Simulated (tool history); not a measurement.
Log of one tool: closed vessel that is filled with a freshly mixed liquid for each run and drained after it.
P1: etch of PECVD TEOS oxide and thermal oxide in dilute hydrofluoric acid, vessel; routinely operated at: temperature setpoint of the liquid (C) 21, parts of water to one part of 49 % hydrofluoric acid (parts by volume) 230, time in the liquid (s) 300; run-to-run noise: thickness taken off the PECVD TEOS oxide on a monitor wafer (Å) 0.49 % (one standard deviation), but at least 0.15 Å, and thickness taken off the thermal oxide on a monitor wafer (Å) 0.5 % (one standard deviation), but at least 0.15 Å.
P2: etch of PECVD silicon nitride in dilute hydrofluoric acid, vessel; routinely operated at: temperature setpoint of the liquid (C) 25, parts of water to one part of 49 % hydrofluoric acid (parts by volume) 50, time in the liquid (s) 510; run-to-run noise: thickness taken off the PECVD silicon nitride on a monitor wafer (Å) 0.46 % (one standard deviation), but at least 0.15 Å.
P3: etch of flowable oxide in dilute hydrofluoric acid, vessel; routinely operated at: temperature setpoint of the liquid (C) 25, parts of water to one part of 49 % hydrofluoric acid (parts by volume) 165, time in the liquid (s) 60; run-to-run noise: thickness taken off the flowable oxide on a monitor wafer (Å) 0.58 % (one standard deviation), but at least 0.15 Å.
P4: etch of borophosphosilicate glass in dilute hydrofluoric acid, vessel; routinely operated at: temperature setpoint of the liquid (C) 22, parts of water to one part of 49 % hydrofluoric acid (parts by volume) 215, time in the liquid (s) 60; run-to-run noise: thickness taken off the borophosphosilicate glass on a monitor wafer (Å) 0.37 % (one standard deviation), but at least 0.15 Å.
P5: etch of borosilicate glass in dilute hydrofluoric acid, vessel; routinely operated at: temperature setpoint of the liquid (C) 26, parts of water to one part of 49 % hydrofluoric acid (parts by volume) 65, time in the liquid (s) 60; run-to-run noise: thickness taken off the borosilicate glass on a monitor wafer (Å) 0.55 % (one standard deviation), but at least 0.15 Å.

run   hour  process that ran  temperature setpoint of the liquid (C)  parts of water to one part of 49 % hydrofluoric acid (parts by volume)  time in the liquid (s)  thickness taken off the PECVD TEOS oxide on a monitor wafer (Å)  thickness taken off the thermal oxide on a monitor wafer (Å)  thickness taken off the borophosphosilicate glass on a monitor wafer (Å)  thickness taken off the PECVD silicon nitride on a monitor wafer (Å)  thickness taken off the borosilicate glass on a monitor wafer (Å)  thickness taken off the flowable oxide on a monitor wafer (Å)
  1   16.5                P1                                      21                                                                     230                     300                                                          158.630                                                        48.457
  2   26.2                P1                                      21                                                                     230                     455                                                          241.760                                                        73.238
  3   37.6                P1                                      21                                                                     230                      95                                                           49.723                                                        15.219
  4   52.1                P1                                      21                                                                     110                     300                                                          378.280                                                       115.020
  5   66.5                P4                                      22                                                                     215                      60                                                                                                                                                                                                  146.840
  6   82.6                P2                                      25                                                                      50                      30                                                                                                                                                                                                                                                                         15.496
  7   91.1                P1                                      21                                                                     230                     300                                                          157.360                                                        48.663
  8  103.5                P4                                      22                                                                     215                      30                                                                                                                                                                                                   73.151
  9  116.8                P5                                      18                                                                      65                      60                                                                                                                                                                                                                                                                                                                                            204.50
 10  128.9                P4                                      22                                                                     380                      60                                                                                                                                                                                                   71.401
 11  145.6                P1                                      21                                                                     230                     300                                                          157.930                                                        48.605
 12  154.9                P1                                      21                                                                     230                     300                                                          158.130                                                        48.000
 13  168.7                P3                                      25                                                                     165                      30                                                                                                                                                                                                                                                                                                                                                                                                           74.081
 14  180.8                P3                                      25                                                                     165                      60                                                                                                                                                                                                                                                                                                                                                                                                          148.750
 15  196.8                P2                                      25                                                                      50                     510                                                                                                                                                                                                                                                                        263.940
 16  209.0                P1                                      21                                                                     230                     300                                                          156.310                                                        47.746
 17  225.4                P4                                      22                                                                     215                      60                                                                                                                                                                                                  147.230
 18  236.9                P1                                      21                                                                     315                     300                                                          107.500                                                        33.035
 19  249.8                P5                                      26                                                                      65                      60                                                                                                                                                                                                                                                                                                                                            283.37
 20  266.8                P1                                      17                                                                     145                     300                                                          234.330                                                        70.664
 21  276.2                P5                                      26                                                                      65                      60                                                                                                                                                                                                                                                                                                                                            279.47
 22  291.0                P1                                      26                                                                     230                     300                                                          189.990                                                        57.580
 23  303.9                P3                                      19                                                                     165                      60                                                                                                                                                                                                                                                                                                                                                                                                          117.270
 24  316.7                P1                                      21                                                                     230                     300                                                          158.810                                                        48.360
     329.0  -- hydrofluoric acid flow meter replaced
 25  331.1                P3                                      25                                                                     295                      60                                                                                                                                                                                                                                                                                                                                                                                                           71.383
 26  338.8                P5                                      26                                                                      65                      30                                                                                                                                                                                                                                                                                                                                            140.72
 27  347.3                P1                                      17                                                                     230                     300                                                          135.410                                                        41.533
 28  362.5                P2                                      25                                                                      20                     510                                                                                                                                                                                                                                                                        641.830
 29  377.9                P2                                      31                                                                      50                     510                                                                                                                                                                                                                                                                        393.140
 30  394.4                P4                                      17                                                                     215                      60                                                                                                                                                                                                  122.070
 31  407.6                P5                                      26                                                                      95                      60                                                                                                                                                                                                                                                                                                                                            185.71
 32  424.1                P1                                      21                                                                     230                     300                                                          158.280                                                        48.192
 33  438.9                P1                                      21                                                                     230                     300                                                          153.240                                                        47.178
 34  453.1                P1                                      21                                                                     230                     300                                                          150.660                                                        45.842
 35  464.7                P1                                      21                                                                     230                     300                                                          149.350                                                        45.409
 36  475.1                P1                                      21                                                                     230                     300                                                          150.080                                                        44.884
 37  485.0                P1                                      21                                                                     230                     300                                                          148.530                                                        44.901
 38  499.8                P1                                      21                                                                     230                     300                                                          146.910                                                        44.974
 39  507.3                P1                                      21                                                                     230                     300                                                          147.420                                                        44.695
 40  514.7                P1                                      21                                                                     230                     300                                                          146.460                                                        45.031
 41  528.3                P1                                      21                                                                     230                     300                                                          146.250                                                        45.138
 42  536.8                P1                                      21                                                                     230                     300                                                          147.560                                                        45.165

The output of P1 has drifted from where it used to be. Each of the 2 causes below, taken at the size shown beside it, accounts for the log equally well:
A: liquid colder than its thermometer reads (K) = 1.97
B: hydrofluoric acid flow below the setpoint (%) = 5.89
Creep in the process output first set in at about hour 424.1.

Question marks stand in for the results of the 4 check runs listed below, each run on one wafer. Under which run would the listed causes show clearly different results?
check 1  545.3                P3                                    25.0                                                                     225                      30                                                                                                                                                                                                                                                                                                                                                                                                                ?
check 2  545.3                P2                                    31.0                                                                      50                     220                                                                                                                                                                                                                                                                              ?
check 3  545.3                P4                                    17.0                                                                     315                      60                                                                                                                                                                                                        ?
check 4  545.3                P5                                    22.5                                                                      85                      60                                                                                                                                                                                                                                                                                                                                                 ?

How each check would come out, cause by cause:
  check                                                                    result     if A     if B
check 1             thickness taken off the flowable oxide on a monitor wafer (Å)   47.238   47.048
check 2      thickness taken off the PECVD silicon nitride on a monitor wafer (Å)  148.230  158.470
check 3  thickness taken off the borophosphosilicate glass on a monitor wafer (Å)   70.628   70.496
check 4         thickness taken off the borosilicate glass on a monitor wafer (Å)   169.66   171.97
How far apart the two closest causes lie, in the result that separates them most: check 1 0.4 %; check 2 6.68 %; check 3 0.19 %; check 4 1.35 %
The other checks would show nearly matching results whichever cause is true, so check 2 is the only one that separates the causes.

Check 2 was carried out, with these results: thickness taken off the PECVD silicon nitride on a monitor wafer (Å) 148.200. Which of the listed causes is responsible?

It was cause A: liquid colder than its thermometer reads (K).

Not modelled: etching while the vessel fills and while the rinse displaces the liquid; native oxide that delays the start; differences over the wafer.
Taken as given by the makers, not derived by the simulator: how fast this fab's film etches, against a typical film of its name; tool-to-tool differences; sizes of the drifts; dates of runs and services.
